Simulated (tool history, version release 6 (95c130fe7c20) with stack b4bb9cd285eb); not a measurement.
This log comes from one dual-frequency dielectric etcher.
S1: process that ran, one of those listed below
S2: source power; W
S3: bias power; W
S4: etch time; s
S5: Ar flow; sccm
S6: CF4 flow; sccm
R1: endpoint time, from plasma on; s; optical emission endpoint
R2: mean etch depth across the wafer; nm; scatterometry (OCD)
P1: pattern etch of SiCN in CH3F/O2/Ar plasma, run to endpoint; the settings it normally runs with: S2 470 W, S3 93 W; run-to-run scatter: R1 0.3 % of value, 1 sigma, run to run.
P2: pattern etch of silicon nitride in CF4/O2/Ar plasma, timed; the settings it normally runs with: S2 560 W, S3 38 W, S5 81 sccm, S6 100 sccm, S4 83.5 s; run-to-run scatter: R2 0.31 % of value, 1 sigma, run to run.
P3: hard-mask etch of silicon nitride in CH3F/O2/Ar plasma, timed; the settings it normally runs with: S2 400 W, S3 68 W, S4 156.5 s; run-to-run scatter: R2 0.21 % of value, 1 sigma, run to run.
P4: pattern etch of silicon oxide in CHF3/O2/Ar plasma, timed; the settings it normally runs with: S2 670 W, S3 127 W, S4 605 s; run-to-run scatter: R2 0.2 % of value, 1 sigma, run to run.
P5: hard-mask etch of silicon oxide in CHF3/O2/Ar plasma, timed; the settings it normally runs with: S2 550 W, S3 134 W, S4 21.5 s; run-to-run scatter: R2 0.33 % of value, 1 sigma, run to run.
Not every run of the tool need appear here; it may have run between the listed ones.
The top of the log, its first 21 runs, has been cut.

run,hour,S1,S2,S3,S4,S5,S6,R1,R2
22,258.4,P5,550,169,21.5,,,,40.047
23,272,P5,550,134,12.5,,,,21.629
24,280.8,P4,670,171,605,,,,1215.4
25,295.5,P2,560,38,83.5,113,100,,155.16
26,309.8,P2,370,38,83.5,81,100,,112.1
27,320.9,P3,400,68,156.5,,,,106.01
28,335.7,P5,550,134,21.5,,,,37.336
29,345.1,P1,610,93,,,,27.735,
30,358.7,P1,470,111,,,,28.886,
31,368.9,P2,560,38,112.5,81,100,,218.8
32,378.2,P1,470,93,,,,30.784,
33,389.5,P1,470,93,,,,30.445,
34,399.9,P1,470,93,,,,30.346,
35,410.2,P1,470,93,,,,30.33,
36,417.6,P1,470,93,,,,30.244,
# hour 418.9: wet clean of the chamber
37,433,P1,470,93,,,,30.264,

The next listed run, before its measurement:
38,445.4,P1,470,93,,,,?,

{"run 38": {"R1": 30.266}}
